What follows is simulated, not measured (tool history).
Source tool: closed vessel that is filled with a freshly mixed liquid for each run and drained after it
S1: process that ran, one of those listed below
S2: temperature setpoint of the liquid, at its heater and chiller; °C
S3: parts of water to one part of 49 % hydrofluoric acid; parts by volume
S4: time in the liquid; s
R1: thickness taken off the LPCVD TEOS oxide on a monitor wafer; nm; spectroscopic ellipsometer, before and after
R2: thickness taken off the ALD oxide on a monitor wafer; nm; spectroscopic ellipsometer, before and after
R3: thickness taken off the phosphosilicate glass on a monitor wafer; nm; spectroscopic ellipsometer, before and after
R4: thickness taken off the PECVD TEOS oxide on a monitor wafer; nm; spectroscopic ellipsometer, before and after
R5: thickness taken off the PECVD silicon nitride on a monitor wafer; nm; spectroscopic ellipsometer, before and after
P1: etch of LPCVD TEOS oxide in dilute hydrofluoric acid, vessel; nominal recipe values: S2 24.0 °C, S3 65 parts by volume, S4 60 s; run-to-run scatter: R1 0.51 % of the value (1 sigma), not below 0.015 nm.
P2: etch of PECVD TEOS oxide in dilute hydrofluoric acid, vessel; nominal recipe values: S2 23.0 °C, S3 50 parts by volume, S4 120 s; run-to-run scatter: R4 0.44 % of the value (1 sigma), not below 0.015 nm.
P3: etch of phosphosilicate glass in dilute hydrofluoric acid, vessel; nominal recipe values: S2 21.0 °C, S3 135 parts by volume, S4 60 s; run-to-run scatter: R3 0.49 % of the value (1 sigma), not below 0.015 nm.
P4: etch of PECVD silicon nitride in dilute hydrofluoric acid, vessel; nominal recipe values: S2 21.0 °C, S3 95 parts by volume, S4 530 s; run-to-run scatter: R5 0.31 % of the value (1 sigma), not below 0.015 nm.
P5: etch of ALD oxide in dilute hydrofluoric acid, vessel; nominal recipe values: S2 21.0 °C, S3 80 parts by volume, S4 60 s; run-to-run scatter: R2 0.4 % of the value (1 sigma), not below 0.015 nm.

{"run": 1, "hour": 14.1, "S1": "P1", "S2": 24.0, "S3": 65, "S4": 60, "R1": 28.494}
{"run": 2, "hour": 28.9, "S1": "P1", "S2": 24.0, "S3": 65, "S4": 60, "R1": 28.3}
{"run": 3, "hour": 41.5, "S1": "P5", "S2": 21.0, "S3": 45, "S4": 60, "R2": 14.825}
{"run": 4, "hour": 49.3, "S1": "P3", "S2": 21.0, "S3": 135, "S4": 35, "R3": 20.623}
{"run": 5, "hour": 61.7, "S1": "P5", "S2": 21.0, "S3": 80, "S4": 60, "R2": 7.9666}
{"run": 6, "hour": 72.1, "S1": "P3", "S2": 21.0, "S3": 135, "S4": 60, "R3": 35.527}
{"run": 7, "hour": 82.5, "S1": "P2", "S2": 23.0, "S3": 80, "S4": 120, "R4": 14.648}
{"run": 8, "hour": 90.5, "S1": "P4", "S2": 21.0, "S3": 160, "S4": 530, "R5": 6.4049}
{"run": 9, "hour": 103.8, "S1": "P4", "S2": 21.0, "S3": 95, "S4": 530, "R5": 10.7}
{"run": 10, "hour": 119.4, "S1": "P1", "S2": 24.0, "S3": 65, "S4": 60, "R1": 28.225}
{"run": 11, "hour": 127.6, "S1": "P5", "S2": 28.0, "S3": 80, "S4": 60, "R2": 10.562}
{"run": 12, "hour": 136.4, "S1": "P1", "S2": 24.0, "S3": 65, "S4": 60, "R1": 28.336}
{"run": 13, "hour": 148.4, "S1": "P5", "S2": 21.0, "S3": 80, "S4": 90, "R2": 11.949}
{"run": 14, "hour": 162.4, "S1": "P1", "S2": 24.0, "S3": 65, "S4": 60, "R1": 28.653}
{"run": 15, "hour": 176.6, "S1": "P4", "S2": 21.0, "S3": 95, "S4": 530, "R5": 10.601}
{"run": 16, "hour": 185.7, "S1": "P3", "S2": 21.0, "S3": 20, "S4": 60, "R3": 275.33}
{"run": 17, "hour": 201.4, "S1": "P1", "S2": 24.0, "S3": 65, "S4": 105, "R1": 49.243}
{"run": 18, "hour": 211.8, "S1": "P2", "S2": 23.0, "S3": 50, "S4": 120, "R4": 24.299}
{"run": 19, "hour": 225.3, "S1": "P1", "S2": 17.0, "S3": 65, "S4": 60, "R1": 21.259}
{"run": 20, "hour": 240.8, "S1": "P1", "S2": 20.0, "S3": 65, "S4": 100, "R1": 40.031}
{"run": 21, "hour": 254.3, "S1": "P1", "S2": 30.0, "S3": 65, "S4": 100, "R1": 59.731}
{"run": 22, "hour": 268.8, "S1": "P1", "S2": 24.0, "S3": 100, "S4": 60, "R1": 17.725}
{"run": 23, "hour": 281.7, "S1": "P1", "S2": 24.0, "S3": 30, "S4": 60, "R1": 64.313}
{"run": 24, "hour": 294.4, "S1": "P4", "S2": 21.0, "S3": 95, "S4": 980, "R5": 19.754}
{"run": 25, "hour": 308.8, "S1": "P2", "S2": 23.0, "S3": 50, "S4": 55, "R4": 11.144}
{"run": 26, "hour": 317.9, "S1": "P1", "S2": 24.0, "S3": 65, "S4": 60, "R1": 28.115}
{"run": 27, "hour": 326.3, "S1": "P1", "S2": 24.0, "S3": 65, "S4": 30, "R1": 14.156}
{"run": 28, "hour": 341.1, "S1": "P1", "S2": 24.0, "S3": 65, "S4": 60, "R1": 28.245}
{"run": 29, "hour": 355.2, "S1": "P1", "S2": 31.0, "S3": 65, "S4": 60, "R1": 37.095}

What will run 30 give?
{"run": 30, "hour": 366.1, "S1": "P3", "S2": 25.5, "S3": 135, "S4": 60, "R3": "?"}

R3: 42.069 nm
